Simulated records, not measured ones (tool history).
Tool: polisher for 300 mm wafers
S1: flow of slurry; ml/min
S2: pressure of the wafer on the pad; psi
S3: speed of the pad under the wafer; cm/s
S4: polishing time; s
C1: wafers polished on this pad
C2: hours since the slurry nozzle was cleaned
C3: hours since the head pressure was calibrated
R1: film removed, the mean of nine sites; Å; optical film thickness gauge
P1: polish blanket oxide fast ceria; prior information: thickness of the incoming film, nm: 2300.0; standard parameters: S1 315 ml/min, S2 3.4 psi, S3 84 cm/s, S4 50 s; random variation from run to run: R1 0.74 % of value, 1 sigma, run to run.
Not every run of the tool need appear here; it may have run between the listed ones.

{"run": 1, "hour": 9.1, "S1": 315, "S2": 3.4, "S3": 84, "S4": 50, "C1": 786, "C2": 224.1, "C3": 1041.2, "R1": 8186.2}
{"run": 2, "hour": 14.0, "S1": 315, "S2": 3.4, "S3": 50, "S4": 50, "C1": 836, "C2": 229, "C3": 1046.1, "R1": 4865.2}
{"run": 3, "hour": 23.0, "S1": 315, "S2": 3.4, "S3": 84, "S4": 79, "C1": 929, "C2": 238, "C3": 1055.1, "R1": 13009}
{"run": 4, "hour": 29.6, "S1": 315, "S2": 1.6, "S3": 84, "S4": 50, "C1": 997, "C2": 244.6, "C3": 1061.7, "R1": 3873.9}
{"run": 5, "hour": 36.2, "S1": 315, "S2": 3.4, "S3": 84, "S4": 50, "C1": 1065, "C2": 251.2, "C3": 1068.3, "R1": 8252.1}
{"run": 6, "hour": 43.7, "S1": 190, "S2": 3.4, "S3": 84, "S4": 50, "C1": 1142, "C2": 258.7, "C3": 1075.8, "R1": 7757.7}
{"run": 7, "hour": 50.7, "S1": 315, "S2": 3.4, "S3": 84, "S4": 50, "C1": 1214, "C2": 265.7, "C3": 1082.8, "R1": 8202.7}
{"run": 8, "hour": 56.0, "S1": 315, "S2": 3.4, "S3": 84, "S4": 50, "C1": 1268, "C2": 271, "C3": 1088.1, "R1": 8236.6}
{"run": 9, "hour": 60.7, "S1": 315, "S2": 3.4, "S3": 114, "S4": 50, "C1": 1317, "C2": 275.7, "C3": 1092.8, "R1": 11140}
{"run": 10, "hour": 68.7, "S1": 315, "S2": 3.4, "S3": 46, "S4": 78, "C1": 1399, "C2": 283.7, "C3": 1100.8, "R1": 7010.4}
{"run": 11, "hour": 73.0, "S1": 315, "S2": 3.4, "S3": 84, "S4": 50, "C1": 1443, "C2": 288, "C3": 1105.1, "R1": 8245.1}
{"run": 12, "hour": 82.2, "S1": 400, "S2": 3.4, "S3": 84, "S4": 50, "C1": 1538, "C2": 297.2, "C3": 1114.3, "R1": 8422.8}
{"run": 13, "hour": 89.2, "S1": 315, "S2": 3.4, "S3": 84, "S4": 23, "C1": 1610, "C2": 304.2, "C3": 1121.3, "R1": 3813.3}
{"run": 14, "hour": 94.8, "S1": 315, "S2": 2.4, "S3": 44, "S4": 50, "C1": 1667, "C2": 309.8, "C3": 1126.9, "R1": 3021.5}
{"run": 15, "hour": 100.5, "S1": 190, "S2": 3.4, "S3": 48, "S4": 50, "C1": 1726, "C2": 315.5, "C3": 1132.6, "R1": 4494.2}
{"run": 16, "hour": 106.8, "S1": 315, "S2": 4.3, "S3": 84, "S4": 50, "C1": 1791, "C2": 321.8, "C3": 1138.9, "R1": 10378}
{"run": 17, "hour": 112.5, "S1": 315, "S2": 3.4, "S3": 84, "S4": 50, "C1": 1849, "C2": 327.5, "C3": 1144.6, "R1": 8232.3}
{"run": 18, "hour": 120.6, "S1": 315, "S2": 3.4, "S3": 84, "S4": 50, "C1": 1932, "C2": 335.6, "C3": 1152.7, "R1": 8085.6}

Run 19 comes next. What will it give?
{"run": 19, "hour": 128.1, "S1": 315, "S2": 3.4, "S3": 84, "S4": 50, "C1": 2010, "C2": 343.1, "C3": 1160.2, "R1": "?"}

For run 19 the tool returned R1 7932.5 Å.
